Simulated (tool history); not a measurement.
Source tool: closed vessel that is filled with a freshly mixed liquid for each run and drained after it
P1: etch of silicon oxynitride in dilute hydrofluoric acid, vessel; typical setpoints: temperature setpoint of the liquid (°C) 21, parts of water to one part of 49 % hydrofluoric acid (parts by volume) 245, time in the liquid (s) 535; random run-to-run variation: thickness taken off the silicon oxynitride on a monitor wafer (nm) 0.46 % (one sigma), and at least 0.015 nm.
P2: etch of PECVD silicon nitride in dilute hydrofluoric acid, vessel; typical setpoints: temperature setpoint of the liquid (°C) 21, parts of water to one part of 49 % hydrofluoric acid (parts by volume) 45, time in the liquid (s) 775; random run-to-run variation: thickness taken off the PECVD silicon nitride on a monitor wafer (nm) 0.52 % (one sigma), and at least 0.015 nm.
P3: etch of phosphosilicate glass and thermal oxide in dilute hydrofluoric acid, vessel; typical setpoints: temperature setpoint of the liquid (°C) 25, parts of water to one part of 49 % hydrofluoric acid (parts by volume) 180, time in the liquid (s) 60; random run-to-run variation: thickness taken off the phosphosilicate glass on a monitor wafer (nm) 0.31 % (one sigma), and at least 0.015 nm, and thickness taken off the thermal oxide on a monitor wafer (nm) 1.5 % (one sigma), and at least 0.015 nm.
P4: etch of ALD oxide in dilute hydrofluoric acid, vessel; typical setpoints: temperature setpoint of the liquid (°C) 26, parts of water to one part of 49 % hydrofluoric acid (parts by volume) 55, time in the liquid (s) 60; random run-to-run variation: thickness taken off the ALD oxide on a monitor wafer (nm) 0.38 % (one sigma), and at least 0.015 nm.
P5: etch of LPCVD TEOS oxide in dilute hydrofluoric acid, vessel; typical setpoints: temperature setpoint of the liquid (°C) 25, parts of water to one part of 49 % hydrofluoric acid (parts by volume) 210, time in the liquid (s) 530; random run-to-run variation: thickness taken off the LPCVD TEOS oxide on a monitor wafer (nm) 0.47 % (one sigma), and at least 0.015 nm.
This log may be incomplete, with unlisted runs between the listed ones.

run   hour  process that ran  temperature setpoint of the liquid (°C)  parts of water to one part of 49 % hydrofluoric acid (parts by volume)  time in the liquid (s)  thickness taken off the silicon oxynitride on a monitor wafer (nm)  thickness taken off the LPCVD TEOS oxide on a monitor wafer (nm)  thickness taken off the PECVD silicon nitride on a monitor wafer (nm)  thickness taken off the phosphosilicate glass on a monitor wafer (nm)  thickness taken off the thermal oxide on a monitor wafer (nm)  thickness taken off the ALD oxide on a monitor wafer (nm)
  1    7.1                P1                                       21                                                                     245                     535                                                              4.4236
  2   14.7                P1                                       21                                                                     245                     535                                                               4.391
  3   22.4                P5                                     19.5                                                                     210                     530                                                                                                                                45.956
  4   26.7                P2                                       21                                                                      80                     775                                                                                                                                                                                                        20.97
  5     35                P5                                       25                                                                     210                     850                                                                                                                                89.781
  6   42.2                P1                                       21                                                                     245                     535                                                               4.427
  7   49.5                P1                                       17                                                                     135                     535                                                                7.08
  8   55.2                P3                                       25                                                                     180                     105                                                                                                                                                                                                                                                                              87.065                                                         2.6438
  9   61.3                P1                                       17                                                                     245                     955                                                              6.5079
 10   65.9                P4                                       26                                                                      55                      30                                                                                                                                                                                                                                                                                                                                                                                                        11.657
 11     74                P2                                       21                                                                      45                     175                                                                                                                                                                                                       8.2457
 12   78.5                P5                                       25                                                                      35                     530                                                                                                                                419.27
 13   87.8                P1                                       21                                                                     245                     535                                                              4.4187
 14   92.1                P1                                       21                                                                     245                     145                                                              1.1794
 15  101.1                P1                                       21                                                                     245                    1000                                                              8.2277
 16  107.5                P2                                     27.5                                                                      45                     775                                                                                                                                                                                                       56.724
 17  113.6                P4                                       26                                                                      55                      60                                                                                                                                                                                                                                                                                                                                                                                                        23.328
 18  119.4                P3                                       25                                                                      45                      60                                                                                                                                                                                                                                                                              235.49                                                         6.7947
 19  126.8                P1                                       28                                                                     245                     535                                                              5.9469
 20  132.7                P1                                       21                                                                     245                     535                                                              4.3802
 21  139.5                P1                                       21                                                                     245                     535                                                              4.4071
 22  148.2                P3                                       25                                                                     180                      60                                                                                                                                                                                                                                                                              49.904                                                         1.4515
 23  153.6                P1                                       21                                                                     435                     535                                                              2.1963
 24  159.6                P2                                       21                                                                      45                     775                                                                                                                                                                                                       36.565
 25  165.3                P3                                     30.5                                                                     180                      60                                                                                                                                                                                                                                                                              60.642                                                         1.7595
 26  171.6                P1                                       17                                                                     245                     535                                                              3.6748
 27  180.7                P1                                       21                                                                     150                     535                                                              7.6059
 28  188.7                P4                                       33                                                                      55                      60                                                                                                                                                                                                                                                                                                                                                                                                        30.614
 29  196.4                P2                                       21                                                                      45                     775                                                                                                                                                                                                       36.565
 30  201.9                P4                                       26                                                                      55                      60                                                                                                                                                                                                                                                                                                                                                                                                        23.292
 31    211                P4                                       26                                                                     105                      60                                                                                                                                                                                                                                                                                                                                                                                                        11.403
 32  218.6                P5                                       25                                                                     210                     530                                                                                                                                55.697
 33  224.8                P1                                       21                                                                     245                     535                                                              4.3551
 34  232.4                P1                                       21                                                                     245                     535                                                              4.5644
 35  237.4                P1                                       21                                                                     245                     535                                                              4.6467
 36  246.1                P1                                       21                                                                     245                     535                                                              4.6728
 37  254.7                P1                                       21                                                                     245                     535                                                              4.7805
 38  259.5                P1                                       21                                                                     245                     535                                                              4.8043
 39  264.3                P1                                       21                                                                     245                     535                                                              4.8046
 40  269.6                P1                                       21                                                                     245                     535                                                              4.8385
 41  275.8                P1                                       21                                                                     245                     535                                                              4.8369

Run 42 comes next. What will it give?
 42  281.3                P1                                       21                                                                     245                     535                                                                   ?

{"run 42": {"thickness taken off the silicon oxynitride on a monitor wafer (nm)": 4.8848}}
